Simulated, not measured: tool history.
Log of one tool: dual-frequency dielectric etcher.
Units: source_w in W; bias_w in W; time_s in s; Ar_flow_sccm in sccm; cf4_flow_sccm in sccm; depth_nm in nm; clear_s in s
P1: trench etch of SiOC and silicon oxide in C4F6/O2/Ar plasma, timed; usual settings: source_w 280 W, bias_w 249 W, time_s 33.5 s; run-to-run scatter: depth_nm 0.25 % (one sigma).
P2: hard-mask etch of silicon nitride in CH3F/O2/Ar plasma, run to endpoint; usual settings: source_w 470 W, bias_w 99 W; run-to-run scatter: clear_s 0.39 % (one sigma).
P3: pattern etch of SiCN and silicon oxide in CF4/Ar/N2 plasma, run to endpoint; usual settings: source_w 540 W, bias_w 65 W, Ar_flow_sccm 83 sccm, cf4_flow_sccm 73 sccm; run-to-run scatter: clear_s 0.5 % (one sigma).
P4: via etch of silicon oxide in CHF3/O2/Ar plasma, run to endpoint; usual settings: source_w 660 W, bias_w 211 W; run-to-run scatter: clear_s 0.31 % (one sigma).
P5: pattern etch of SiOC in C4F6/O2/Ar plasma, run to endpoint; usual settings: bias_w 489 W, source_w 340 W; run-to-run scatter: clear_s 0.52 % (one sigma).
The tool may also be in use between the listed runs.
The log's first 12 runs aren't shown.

run,hour,process,source_w,bias_w,time_s,Ar_flow_sccm,cf4_flow_sccm,depth_nm,clear_s
13,70.5,P3,540,65,,83,55,,14.364
14,76.9,P1,280,249,33.5,,,66.858,
# hour 78.7: source power generator calibrated
15,82.5,P4,890,211,,,,,253.61
16,86.9,P1,280,249,33.5,,,66.789,
17,94.6,P2,470,99,,,,,36.107
18,101.4,P1,280,249,45,,,89.818,
19,106.4,P1,280,249,33.5,,,66.717,
20,111.8,P1,380,249,33.5,,,74.922,
21,118,P1,280,353,33.5,,,75.24,
22,126.3,P5,470,489,,,,,13.015
23,130.2,P4,660,143,,,,,327.15
24,137.4,P3,540,65,,118,73,,14.697
25,145.3,P1,370,167,33.5,,,64.819,
26,153.2,P1,390,208,33.5,,,71.49,
27,159.8,P3,690,65,,83,73,,11.106
28,163.6,P1,280,249,33.5,,,66.696,
29,171.8,P2,470,99,,,,,36.239
30,180.2,P4,660,211,,,,,285.89

Forecast run 31:
31,186.4,P1,360,163,33.5,,,?,

Run 31 gave depth_nm 63.914 nm.
